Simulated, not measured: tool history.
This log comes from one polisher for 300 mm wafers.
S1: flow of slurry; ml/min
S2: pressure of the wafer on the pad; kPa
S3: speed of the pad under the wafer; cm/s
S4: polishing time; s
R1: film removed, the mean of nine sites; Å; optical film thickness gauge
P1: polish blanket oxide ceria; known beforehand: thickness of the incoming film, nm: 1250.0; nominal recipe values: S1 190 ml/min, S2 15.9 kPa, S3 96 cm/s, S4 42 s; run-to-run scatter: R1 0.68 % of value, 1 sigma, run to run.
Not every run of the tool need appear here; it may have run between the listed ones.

| run | hour | S1 | S2 | S3 | S4 | R1 |
|---|---|---|---|---|---|---|
| 1 | 11.9 | 190 | 15.9 | 96 | 42 | 1169.30 |
| 2 | 23.3 | 190 | 6.9 | 64 | 42 | 333.92 |
| 3 | 32.6 | 290 | 15.9 | 96 | 42 | 1221.20 |
| 4 | 44.2 | 190 | 15.9 | 96 | 19 | 527.96 |
|  | 49.8 | worn pad replaced by a new one |
| 5 | 53.0 | 115 | 15.9 | 96 | 42 | 1068.60 |
| 6 | 64.2 | 190 | 15.9 | 96 | 42 | 1152.50 |
| 7 | 71.5 | 190 | 15.9 | 138 | 42 | 1663.70 |
| 8 | 79.5 | 190 | 15.9 | 96 | 42 | 1157.20 |
| 9 | 86.1 | 190 | 15.9 | 96 | 60 | 1653.30 |
| 10 | 96.5 | 190 | 15.9 | 58 | 62 | 1028.00 |
| 11 | 103.3 | 190 | 6.9 | 96 | 42 | 500.44 |
| 12 | 111.9 | 190 | 15.9 | 96 | 42 | 1148.90 |
| 13 | 123.0 | 190 | 22.8 | 96 | 42 | 1675.50 |
| 14 | 133.4 | 190 | 15.9 | 66 | 42 | 795.11 |
| 15 | 139.1 | 190 | 15.9 | 96 | 42 | 1165.20 |
| 16 | 145.3 | 190 | 15.9 | 96 | 42 | 1138.70 |
| 17 | 151.6 | 190 | 15.9 | 96 | 42 | 1128.50 |
| 18 | 161.7 | 190 | 15.9 | 96 | 42 | 1095.90 |
|  | 166.1 | worn pad replaced by a new one |
| 19 | 168.6 | 190 | 15.9 | 96 | 42 | 1086.20 |
| 20 | 177.0 | 190 | 15.9 | 96 | 42 | 1085.30 |
| 21 | 183.9 | 190 | 15.9 | 96 | 42 | 1076.40 |
| 22 | 194.5 | 190 | 15.9 | 96 | 42 | 1070.40 |
| 23 | 201.5 | 190 | 15.9 | 96 | 42 | 1072.50 |

The output of P1 has drifted from where it used to be. Each of the 2 causes below, taken at the size shown beside it, accounts for the log equally well:
A: head's pressure below its setpoint, % = 7.15
B: slurry flow missing at the pad, % = 35
The creep began at about hour 139.1.
Excluded causes, each with its reason:
removal rate lost through wear of the pad, %: serviced at hour 166.1, which brought nothing back

4 check runs are offered, each on 2 wafers whose results are averaged, their results left as question marks. Which one tells the causes apart?
| check 1 | 208.5 | 190 | 6.9 | 96 | 42 | ? |
| check 2 | 208.5 | 190 | 9.7 | 96 | 30 | ? |
| check 3 | 208.5 | 115 | 15.9 | 96 | 58 | ? |
| check 4 | 208.5 | 190 | 7.6 | 96 | 20 | ? |

What each check would give under each cause:
| check | result | if A | if B |
|---|---|---|---|
| check 1 | R1 | 467.14 | 467.15 |
| check 2 | R1 | 467.14 | 467.15 |
| check 3 | R1 | 1356.70 | 1300.70 |
| check 4 | R1 | 244.69 | 244.70 |
Per check, the gap between the least separated pair of causes, taken in the result that splits them most: check 1 0 %; check 2 0 %; check 3 4.22 %; check 4 0 %
The causes can be told apart only by check 3. The other checks would give nearly the same results under each of them.

Running check 3 produced the following: R1 1304.10 Å. Which one of the listed causes fits?

It was cause B: slurry flow missing at the pad, %.
